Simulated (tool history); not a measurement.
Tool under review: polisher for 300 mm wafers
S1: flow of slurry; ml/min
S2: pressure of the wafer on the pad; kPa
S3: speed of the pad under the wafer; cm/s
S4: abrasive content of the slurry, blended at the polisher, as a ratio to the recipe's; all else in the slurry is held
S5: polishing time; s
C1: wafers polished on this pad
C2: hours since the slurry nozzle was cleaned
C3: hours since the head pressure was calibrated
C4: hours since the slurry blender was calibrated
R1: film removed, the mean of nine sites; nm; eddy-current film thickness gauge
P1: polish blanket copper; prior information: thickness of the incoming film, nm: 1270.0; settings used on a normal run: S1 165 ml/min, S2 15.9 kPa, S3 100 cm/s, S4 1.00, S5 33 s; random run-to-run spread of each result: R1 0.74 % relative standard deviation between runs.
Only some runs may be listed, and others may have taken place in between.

run 1 day=0.321 | S1=165 S2=15.9 S3=100 S4=1.00 S5=33 | C1=240 C2=113.5 C3=320.1 C4=205.5 | R1=82.006
run 2 day=0.658 | S1=165 S2=15.9 S3=100 S4=1.00 S5=16 | C1=311 C2=121.6 C3=328.2 C4=213.6 | R1=39.369
run 3 day=0.950 | S1=165 S2=15.9 S3=100 S4=1.00 S5=33 | C1=371 C2=128.6 C3=335.2 C4=220.6 | R1=82.443
run 4 day=1.217 | S1=165 S2=15.9 S3=138 S4=1.00 S5=33 | C1=427 C2=135.0 C3=341.6 C4=227.0 | R1=111.120
run 5 day=1.554 | S1=165 S2=15.9 S3=100 S4=1.35 S5=33 | C1=497 C2=143.1 C3=349.7 C4=235.1 | R1=86.730
run 6 day=1.825 | S1=225 S2=15.9 S3=148 S4=1.00 S5=33 | C1=553 C2=149.6 C3=356.2 C4=241.6 | R1=123.830
run 7 day=2.208 | S1=165 S2=15.9 S3=100 S4=1.00 S5=33 | C1=633 C2=158.8 C3=365.4 C4=250.8 | R1=81.775
run 8 day=2.467 | S1=250 S2=15.9 S3=100 S4=1.00 S5=33 | C1=687 C2=165.0 C3=371.6 C4=257.0 | R1=85.662
run 9 day=2.779 | S1=100 S2=15.9 S3=100 S4=1.00 S5=33 | C1=752 C2=172.5 C3=379.1 C4=264.5 | R1=72.511
run 10 day=3.150 | S1=165 S2=15.9 S3=100 S4=1.00 S5=50 | C1=829 C2=181.4 C3=388.0 C4=273.4 | R1=122.900
run 11 day=3.512 | S1=165 S2=15.9 S3=100 S4=1.00 S5=33 | C1=904 C2=190.1 C3=396.7 C4=282.1 | R1=81.777
run 12 day=3.975 | S1=165 S2=7.6 S3=100 S4=1.40 S5=33 | C1=1001 C2=201.2 C3=407.8 C4=293.2 | R1=42.079
run 13 day=4.321 | S1=165 S2=15.9 S3=100 S4=1.00 S5=33 | C1=1073 C2=209.5 C3=416.1 C4=301.5 | R1=81.194
run 14 day=4.608 | S1=165 S2=7.6 S3=100 S4=1.00 S5=33 | C1=1133 C2=216.4 C3=423.0 C4=308.4 | R1=38.780
run 15 day=5.004 | S1=165 S2=24.8 S3=100 S4=1.00 S5=33 | C1=1215 C2=225.9 C3=432.5 C4=317.9 | R1=127.360
run 16 day=5.321 | S1=165 S2=15.9 S3=100 S4=0.60 S5=33 | C1=1281 C2=233.5 C3=440.1 C4=325.5 | R1=72.513
run 17 day=5.542 | S1=165 S2=15.9 S3=48 S4=1.00 S5=33 | C1=1327 C2=238.8 C3=445.4 C4=330.8 | R1=38.837
run 18 day=5.942 | S1=165 S2=10.3 S3=100 S4=1.00 S5=22 | C1=1410 C2=248.4 C3=455.0 C4=340.4 | R1=34.643
run 19 day=6.262 | S1=165 S2=15.9 S3=100 S4=1.00 S5=33 | C1=1477 C2=256.1 C3=462.7 C4=348.1 | R1=80.317
run 20 day=6.612 | S1=165 S2=15.9 S3=100 S4=1.00 S5=33 | C1=1550 C2=264.5 C3=471.1 C4=356.5 | R1=78.700
run 21 day=6.842 | S1=165 S2=15.9 S3=100 S4=1.00 S5=33 | C1=1597 C2=270.0 C3=476.6 C4=362.0 | R1=76.397
run 22 day=7.071 | S1=165 S2=15.9 S3=100 S4=1.00 S5=33 | C1=1645 C2=275.5 C3=482.1 C4=367.5 | R1=76.474
run 23 day=7.346 | S1=165 S2=15.9 S3=100 S4=1.00 S5=33 | C1=1702 C2=282.1 C3=488.7 C4=374.1 | R1=75.672
run 24 day=7.592 | S1=165 S2=15.9 S3=100 S4=1.00 S5=33 | C1=1753 C2=288.0 C3=494.6 C4=380.0 | R1=76.137
-- day=7.700 head pressure recalibrated
run 25 day=7.812 | S1=165 S2=15.9 S3=100 S4=1.00 S5=33 | C1=1799 C2=293.3 C3=2.7 C4=385.3 | R1=75.826
-- day=8.042 slurry blender recalibrated
run 26 day=8.112 | S1=165 S2=15.9 S3=100 S4=1.00 S5=33 | C1=1862 C2=300.5 C3=9.9 C4=1.8 | R1=74.510
run 27 day=8.550 | S1=165 S2=15.9 S3=100 S4=1.00 S5=33 | C1=1953 C2=311.0 C3=20.4 C4=12.3 | R1=74.724
run 28 day=8.838 | S1=165 S2=15.9 S3=100 S4=1.00 S5=33 | C1=2013 C2=317.9 C3=27.3 C4=19.2 | R1=75.241

The output of P1 has drifted from where it used to be. Each of the 2 causes below, taken at the size shown beside it, accounts for the log equally well:
A: slurry flow missing at the pad, % = 35.7
B: removal rate lost through wear of the pad, % = 8.23
The creep began at about day 6.262.
Other possible causes, and why each is ruled out:
head's pressure below its setpoint, %: was serviced at day 7.700, once the creep was under way, yet the earlier output never came back
abrasive missing from the slurry, %: was serviced at day 8.042, once the creep was under way, yet the earlier output never came back

The list below offers 4 check runs, each averaging the results of 2 wafers, and shows each result as a question mark. For which of them would the listed causes give clearly different results?
run check 1 day=9.125 | S1=165 S2=11.0 S3=100 S4=1.00 S5=47 | R1=?
run check 2 day=9.125 | S1=105 S2=7.6 S3=100 S4=1.00 S5=33 | R1=?
run check 3 day=9.125 | S1=165 S2=23.4 S3=100 S4=0.65 S5=33 | R1=?
run check 4 day=9.125 | S1=165 S2=24.8 S3=58 S4=1.00 S5=33 | R1=?

How each check would come out, cause by cause:
check=check_1 result=R1 if_A=73.816 if_B=73.810
check=check_2 result=R1 if_A=31.270 if_B=32.619
check=check_3 result=R1 if_A=100.660 if_B=100.660
check=check_4 result=R1 if_A=67.635 if_B=67.631
Gap, in per cent, between the two causes that each check separates least, read from the result that separates them most: check 1 0.01 %; check 2 4.22 %; check 3 0.01 %; check 4 0.01 %
The other checks would show nearly matching results whichever cause is true, so check 2 is the only one that separates the causes.

Here is what check 2 returned: R1 32.683 nm. Which cause is it?

It was cause B: removal rate lost through wear of the pad, %.
